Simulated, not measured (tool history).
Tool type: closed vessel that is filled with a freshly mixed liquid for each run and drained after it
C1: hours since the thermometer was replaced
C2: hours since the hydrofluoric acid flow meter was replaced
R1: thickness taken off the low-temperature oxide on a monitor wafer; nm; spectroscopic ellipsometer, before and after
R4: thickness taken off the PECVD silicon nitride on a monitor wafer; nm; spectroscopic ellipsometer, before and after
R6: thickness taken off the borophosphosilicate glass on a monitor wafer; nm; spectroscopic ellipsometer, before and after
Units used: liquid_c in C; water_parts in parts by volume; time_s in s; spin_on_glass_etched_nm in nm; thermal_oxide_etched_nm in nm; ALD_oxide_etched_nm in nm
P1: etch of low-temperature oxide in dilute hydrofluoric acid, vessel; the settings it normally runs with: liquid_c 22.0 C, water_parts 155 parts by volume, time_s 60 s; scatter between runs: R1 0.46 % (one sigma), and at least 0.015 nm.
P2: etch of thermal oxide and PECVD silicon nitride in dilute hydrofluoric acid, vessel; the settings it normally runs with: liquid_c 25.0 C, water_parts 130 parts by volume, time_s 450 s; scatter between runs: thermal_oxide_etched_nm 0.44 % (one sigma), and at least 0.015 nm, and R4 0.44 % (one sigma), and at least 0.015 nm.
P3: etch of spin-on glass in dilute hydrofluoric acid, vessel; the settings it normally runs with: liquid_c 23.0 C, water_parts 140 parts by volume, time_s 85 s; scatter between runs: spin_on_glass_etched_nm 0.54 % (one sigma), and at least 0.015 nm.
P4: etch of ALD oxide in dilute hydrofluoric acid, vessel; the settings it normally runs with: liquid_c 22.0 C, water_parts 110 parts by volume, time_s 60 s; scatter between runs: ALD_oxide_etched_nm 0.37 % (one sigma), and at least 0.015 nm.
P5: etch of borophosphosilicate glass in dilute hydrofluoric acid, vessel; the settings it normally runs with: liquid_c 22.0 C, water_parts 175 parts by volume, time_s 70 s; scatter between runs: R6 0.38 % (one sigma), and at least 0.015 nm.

Run 1, hour 16.3: process P1, liquid_c 22.0 C, water_parts 155 parts by volume, time_s 60 s; C1 703.0; C2 269.3. Result: R1 5.4409 nm.
Run 2, hour 27.6: process P3, liquid_c 17.0 C, water_parts 140 parts by volume, time_s 85 s; C1 714.3; C2 280.6. Result: spin_on_glass_etched_nm 12.6740 nm.
Run 3, hour 42.2: process P2, liquid_c 29.0 C, water_parts 130 parts by volume, time_s 450 s; C1 728.9; C2 295.2. Result: thermal_oxide_etched_nm 17.9010 nm, R4 13.3550 nm.
Run 4, hour 56.2: process P4, liquid_c 17.0 C, water_parts 110 parts by volume, time_s 60 s; C1 742.9; C2 309.2. Result: ALD_oxide_etched_nm 13.4910 nm.
Run 5, hour 65.6: process P3, liquid_c 23.0 C, water_parts 210 parts by volume, time_s 85 s; C1 752.3; C2 318.6. Result: spin_on_glass_etched_nm 9.8062 nm.
Run 6, hour 76.6: process P5, liquid_c 22.0 C, water_parts 175 parts by volume, time_s 70 s; C1 763.3; C2 329.6. Result: R6 12.859 nm.
Run 7, hour 84.0: process P1, liquid_c 22.0 C, water_parts 85 parts by volume, time_s 60 s; C1 770.7; C2 337.0. Result: R1 10.7300 nm.
Run 8, hour 92.2: process P5, liquid_c 22.0 C, water_parts 175 parts by volume, time_s 70 s; C1 778.9; C2 345.2. Result: R6 12.883 nm.
Run 9, hour 106.3: process P1, liquid_c 22.0 C, water_parts 155 parts by volume, time_s 60 s; C1 793.0; C2 359.3. Result: R1 5.3775 nm.
Run 10, hour 122.2: process P1, liquid_c 22.0 C, water_parts 155 parts by volume, time_s 60 s; C1 808.9; C2 375.2. Result: R1 5.4510 nm.
Run 11, hour 134.1: process P1, liquid_c 22.0 C, water_parts 155 parts by volume, time_s 30 s; C1 820.8; C2 387.1. Result: R1 2.7136 nm.
Run 12, hour 144.8: process P1, liquid_c 22.0 C, water_parts 155 parts by volume, time_s 60 s; C1 831.5; C2 397.8. Result: R1 5.4012 nm.
Run 13, hour 156.1: process P4, liquid_c 22.0 C, water_parts 200 parts by volume, time_s 60 s; C1 842.8; C2 409.1. Result: ALD_oxide_etched_nm 8.2683 nm.
At hour 165.8: hydrofluoric acid flow meter replaced.
Run 14, hour 169.5: process P1, liquid_c 22.0 C, water_parts 245 parts by volume, time_s 40 s; C1 856.2; C2 3.8. Result: R1 2.0846 nm.
Run 15, hour 183.6: process P3, liquid_c 23.0 C, water_parts 140 parts by volume, time_s 85 s; C1 870.3; C2 17.9. Result: spin_on_glass_etched_nm 16.0830 nm.
Run 16, hour 194.7: process P1, liquid_c 22.0 C, water_parts 155 parts by volume, time_s 85 s; C1 881.4; C2 29.0. Result: R1 7.6727 nm.
Run 17, hour 211.0: process P4, liquid_c 22.0 C, water_parts 110 parts by volume, time_s 60 s; C1 897.7; C2 45.3. Result: ALD_oxide_etched_nm 16.5770 nm.
Run 18, hour 223.0: process P4, liquid_c 22.0 C, water_parts 110 parts by volume, time_s 30 s; C1 909.7; C2 57.3. Result: ALD_oxide_etched_nm 8.2769 nm.
Run 19, hour 237.1: process P2, liquid_c 25.0 C, water_parts 70 parts by volume, time_s 450 s; C1 923.8; C2 71.4. Result: thermal_oxide_etched_nm 30.9370 nm, R4 18.8310 nm.
Run 20, hour 248.6: process P1, liquid_c 17.0 C, water_parts 155 parts by volume, time_s 60 s; C1 935.3; C2 82.9. Result: R1 4.4432 nm.
Run 21, hour 261.9: process P2, liquid_c 25.0 C, water_parts 130 parts by volume, time_s 220 s; C1 948.6; C2 96.2. Result: thermal_oxide_etched_nm 7.5006 nm, R4 5.0422 nm.
Run 22, hour 270.0: process P5, liquid_c 29.5 C, water_parts 175 parts by volume, time_s 70 s; C1 956.7; C2 104.3. Result: R6 16.874 nm.
Run 23, hour 278.3: process P2, liquid_c 25.0 C, water_parts 130 parts by volume, time_s 450 s; C1 965.0; C2 112.6. Result: thermal_oxide_etched_nm 15.6310 nm, R4 10.2930 nm.
Run 24, hour 285.9: process P1, liquid_c 22.0 C, water_parts 235 parts by volume, time_s 60 s; C1 972.6; C2 120.2. Result: R1 3.3093 nm.
Run 25, hour 301.9: process P5, liquid_c 22.0 C, water_parts 75 parts by volume, time_s 70 s; C1 988.6; C2 136.2. Result: R6 33.377 nm.
Run 26, hour 316.6: process P1, liquid_c 22.0 C, water_parts 155 parts by volume, time_s 60 s; C1 1003.3; C2 150.9. Result: R1 5.3902 nm.
Run 27, hour 332.3: process P1, liquid_c 22.0 C, water_parts 155 parts by volume, time_s 60 s; C1 1019.0; C2 166.6. Result: R1 5.3856 nm.
Run 28, hour 346.5: process P3, liquid_c 23.0 C, water_parts 140 parts by volume, time_s 120 s; C1 1033.2; C2 180.8. Result: spin_on_glass_etched_nm 22.6460 nm.
Run 29, hour 361.5: process P1, liquid_c 29.0 C, water_parts 155 parts by volume, time_s 60 s; C1 1048.2; C2 195.8. Result: R1 7.1039 nm.
Run 30, hour 375.0: process P4, liquid_c 22.0 C, water_parts 110 parts by volume, time_s 60 s; C1 1061.7; C2 209.3. Result: ALD_oxide_etched_nm 16.5020 nm.
Run 31, hour 390.8: process P5, liquid_c 22.0 C, water_parts 175 parts by volume, time_s 40 s; C1 1077.5; C2 225.1. Result: R6 7.336 nm.
Run 32, hour 406.8: process P1, liquid_c 22.0 C, water_parts 155 parts by volume, time_s 60 s; C1 1093.5; C2 241.1. Result: R1 5.4166 nm.
Run 33, hour 422.4: process P1, liquid_c 22.0 C, water_parts 155 parts by volume, time_s 60 s; C1 1109.1; C2 256.7. Result: R1 5.2190 nm.
Run 34, hour 432.7: process P1, liquid_c 22.0 C, water_parts 155 parts by volume, time_s 60 s; C1 1119.4; C2 267.0. Result: R1 5.1753 nm.
Run 35, hour 443.3: process P1, liquid_c 22.0 C, water_parts 155 parts by volume, time_s 60 s; C1 1130.0; C2 277.6. Result: R1 5.1035 nm.
Run 36, hour 454.1: process P1, liquid_c 22.0 C, water_parts 155 parts by volume, time_s 60 s; C1 1140.8; C2 288.4. Result: R1 4.9942 nm.
Run 37, hour 465.0: process P1, liquid_c 22.0 C, water_parts 155 parts by volume, time_s 60 s; C1 1151.7; C2 299.3. Result: R1 5.0741 nm.
Run 38, hour 474.5: process P1, liquid_c 22.0 C, water_parts 155 parts by volume, time_s 60 s; C1 1161.2; C2 308.8. Result: R1 4.9963 nm.
Run 39, hour 486.4: process P1, liquid_c 22.0 C, water_parts 155 parts by volume, time_s 60 s; C1 1173.1; C2 320.7. Result: R1 5.0005 nm.

What P1 gives has crept off from where it sat before. The 2 causes that follow fit the log equally well, each at the size noted:
A: liquid colder than its thermometer reads (K) = 2.07
B: hydrofluoric acid flow below the setpoint (%) = 6.67
The gradual shift began around hour 406.8.

Listed below are the offered check runs, one wafer per run, with question marks in place of results. For which of them would the causes give clearly different outcomes?
Run check 1, hour 498.3: process P2, liquid_c 25.0 C, water_parts 85 parts by volume, time_s 450 s. Result: thermal_oxide_etched_nm ?, R4 ?.
Run check 2, hour 498.3: process P3, liquid_c 18.5 C, water_parts 140 parts by volume, time_s 85 s. Result: spin_on_glass_etched_nm ?.
Run check 3, hour 498.3: process P5, liquid_c 26.5 C, water_parts 95 parts by volume, time_s 70 s. Result: R6 ?.
Run check 4, hour 498.3: process P4, liquid_c 17.5 C, water_parts 190 parts by volume, time_s 60 s. Result: ALD_oxide_etched_nm ?.

If the cause were each of the candidates in turn, the checks would give the following:
  check                   result     if A     if B
check 1  thermal_oxide_etched_nm  23.0440  23.1870
check 1                       R4  13.6340  14.6100
check 2  spin_on_glass_etched_nm  12.3140  12.3860
check 3                       R6   28.505   28.600
check 4      ALD_oxide_etched_nm   6.7589   6.7712
How far apart the two closest causes lie, in the result that separates them most: check 1 6.92 %; check 2 0.58 %; check 3 0.33 %; check 4 0.18 %
The causes can be told apart only by check 1. The other checks would give nearly the same results under each of them.

Here is what check 1 returned: thermal_oxide_etched_nm 23.2590 nm; R4 14.4630 nm. Which cause is it?

B is the cause: hydrofluoric acid flow below the setpoint (%).
